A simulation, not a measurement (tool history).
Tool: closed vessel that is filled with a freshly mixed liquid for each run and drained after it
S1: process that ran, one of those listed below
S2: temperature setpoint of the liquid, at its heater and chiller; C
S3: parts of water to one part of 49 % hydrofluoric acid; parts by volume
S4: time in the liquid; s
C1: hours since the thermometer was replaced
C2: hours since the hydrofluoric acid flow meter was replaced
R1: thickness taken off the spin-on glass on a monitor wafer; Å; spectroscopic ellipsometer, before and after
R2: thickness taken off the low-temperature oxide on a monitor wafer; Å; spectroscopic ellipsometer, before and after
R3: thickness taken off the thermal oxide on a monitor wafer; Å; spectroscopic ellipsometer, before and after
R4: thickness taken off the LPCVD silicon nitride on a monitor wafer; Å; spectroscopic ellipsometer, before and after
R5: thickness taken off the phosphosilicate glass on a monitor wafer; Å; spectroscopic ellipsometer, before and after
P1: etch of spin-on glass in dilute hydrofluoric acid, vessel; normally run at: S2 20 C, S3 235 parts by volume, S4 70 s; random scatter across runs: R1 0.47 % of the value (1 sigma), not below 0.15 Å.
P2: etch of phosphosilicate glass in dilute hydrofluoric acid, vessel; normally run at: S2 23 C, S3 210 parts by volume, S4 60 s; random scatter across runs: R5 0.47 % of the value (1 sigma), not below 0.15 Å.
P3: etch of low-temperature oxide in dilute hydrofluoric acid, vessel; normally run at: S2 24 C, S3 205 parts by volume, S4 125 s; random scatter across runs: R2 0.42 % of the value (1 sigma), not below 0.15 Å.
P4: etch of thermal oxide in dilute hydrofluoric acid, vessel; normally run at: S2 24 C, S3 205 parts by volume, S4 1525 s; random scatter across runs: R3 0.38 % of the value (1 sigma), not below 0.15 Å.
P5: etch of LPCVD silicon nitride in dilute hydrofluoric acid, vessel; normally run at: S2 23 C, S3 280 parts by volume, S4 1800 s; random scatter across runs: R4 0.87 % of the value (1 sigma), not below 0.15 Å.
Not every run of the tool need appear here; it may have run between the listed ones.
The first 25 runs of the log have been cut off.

run 26 hour=179 | S1=P1 S2=20 S3=35 S4=70 | C1=48.1 C2=441.4 | R1=1276.8
run 27 hour=187.2 | S1=P3 S2=24 S3=205 S4=190 | C1=56.3 C2=449.6 | R2=167.64
run 28 hour=192 | S1=P1 S2=17 S3=365 S4=70 | C1=61.1 C2=454.4 | R1=78.548
run 29 hour=197.5 | S1=P4 S2=24 S3=205 S4=1525 | C1=66.6 C2=459.9 | R3=305.22
run 30 hour=205.8 | S1=P1 S2=20 S3=235 S4=30 | C1=74.9 C2=468.2 | R1=65.13
run 31 hour=214 | S1=P1 S2=20 S3=235 S4=70 | C1=83.1 C2=476.4 | R1=152.7
run 32 hour=222.6 | S1=P2 S2=23 S3=210 S4=30 | C1=91.7 C2=485 | R5=126.02
run 33 hour=230 | S1=P1 S2=20 S3=235 S4=70 | C1=99.1 C2=492.4 | R1=154.22
run 34 hour=236.6 | S1=P1 S2=20 S3=235 S4=70 | C1=105.7 C2=499 | R1=150.48
run 35 hour=245.2 | S1=P1 S2=20 S3=235 S4=70 | C1=114.3 C2=507.6 | R1=145.38
run 36 hour=251.4 | S1=P1 S2=20 S3=235 S4=70 | C1=120.5 C2=513.8 | R1=143.46
run 37 hour=258.8 | S1=P1 S2=20 S3=235 S4=70 | C1=127.9 C2=521.2 | R1=143.35

Estimate the outcome of run 38 from the log above:
run 38 hour=264.2 | S1=P1 S2=20 S3=235 S4=70 | C1=133.3 C2=526.6 | R1=?

Run 38 came out at R1 143.35 Å.
